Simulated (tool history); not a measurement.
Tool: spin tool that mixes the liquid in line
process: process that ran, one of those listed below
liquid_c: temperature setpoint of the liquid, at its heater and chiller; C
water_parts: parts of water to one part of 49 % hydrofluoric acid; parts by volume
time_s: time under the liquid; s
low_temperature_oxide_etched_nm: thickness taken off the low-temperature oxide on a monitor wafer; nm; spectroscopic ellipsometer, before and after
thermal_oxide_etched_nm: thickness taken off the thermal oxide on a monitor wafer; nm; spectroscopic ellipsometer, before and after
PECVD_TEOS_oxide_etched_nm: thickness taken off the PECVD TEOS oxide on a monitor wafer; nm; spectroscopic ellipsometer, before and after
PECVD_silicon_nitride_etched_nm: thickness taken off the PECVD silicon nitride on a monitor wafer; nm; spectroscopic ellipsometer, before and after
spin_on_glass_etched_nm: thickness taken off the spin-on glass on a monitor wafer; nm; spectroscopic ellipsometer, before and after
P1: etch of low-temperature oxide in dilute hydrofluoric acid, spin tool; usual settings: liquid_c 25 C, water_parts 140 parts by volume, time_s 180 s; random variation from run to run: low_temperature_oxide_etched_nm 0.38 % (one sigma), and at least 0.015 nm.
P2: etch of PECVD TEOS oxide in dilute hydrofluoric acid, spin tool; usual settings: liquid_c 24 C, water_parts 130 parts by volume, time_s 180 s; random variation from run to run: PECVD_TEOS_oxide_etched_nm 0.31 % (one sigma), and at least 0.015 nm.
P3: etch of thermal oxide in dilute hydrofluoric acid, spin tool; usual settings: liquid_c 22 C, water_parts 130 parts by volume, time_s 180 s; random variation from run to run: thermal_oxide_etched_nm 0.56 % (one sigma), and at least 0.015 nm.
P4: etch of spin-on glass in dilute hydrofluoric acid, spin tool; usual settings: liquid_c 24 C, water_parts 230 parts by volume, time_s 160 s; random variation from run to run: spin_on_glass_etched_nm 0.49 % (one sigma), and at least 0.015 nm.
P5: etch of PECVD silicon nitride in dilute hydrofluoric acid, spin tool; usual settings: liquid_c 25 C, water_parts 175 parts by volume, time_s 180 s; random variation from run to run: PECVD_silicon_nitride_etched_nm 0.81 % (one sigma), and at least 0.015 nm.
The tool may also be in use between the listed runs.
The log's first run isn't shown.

run   hour  process  liquid_c  water_parts  time_s  low_temperature_oxide_etched_nm  thermal_oxide_etched_nm  PECVD_TEOS_oxide_etched_nm  PECVD_silicon_nitride_etched_nm  spin_on_glass_etched_nm
  2   20.5       P3        22          130     180                                                    6.4527
  3   29.7       P1      29.5          140     180                           18.103
  4   40.7       P3        22          130     320                                                    11.455
  5   55.3       P2        24          130     180                                                                                23.993
  6   66.3       P5        25          175     180                                                                                                                 3.0848
  7   83.5       P2        24          130     180                                                                                24.092
  8   94.8       P4        17          230     160                                                                                                                                          14.758
  9  103.3       P1      18.5          140     180                           11.875
 10  119.1       P2        24           30     180                                                                                118.53
 11  137.5       P1        25          140     180                           15.258
 12  148.8       P4        24          340     160                                                                                                                                          11.709
 13  162.1       P1        25          250     180                           7.6224
 14  177.7       P2      30.5          130     180                                                                                31.009
 15  192.5       P4        24          230     160                                                                                                                                          19.429
 16  202.6       P2        24          130      85                                                                                11.399
 17  215.3       P3        27          130     180                                                    7.7193
 18    233       P1        25          140      25                           2.1371
 19  244.9       P1        31          230     180                           10.407
 20  258.6       P5        25          265     180                                                                                                                 2.0339

Run 21 comes next. What will it give?
 21  274.3       P1        25           60     280                                ?

low_temperature_oxide_etched_nm: 61.499 nm

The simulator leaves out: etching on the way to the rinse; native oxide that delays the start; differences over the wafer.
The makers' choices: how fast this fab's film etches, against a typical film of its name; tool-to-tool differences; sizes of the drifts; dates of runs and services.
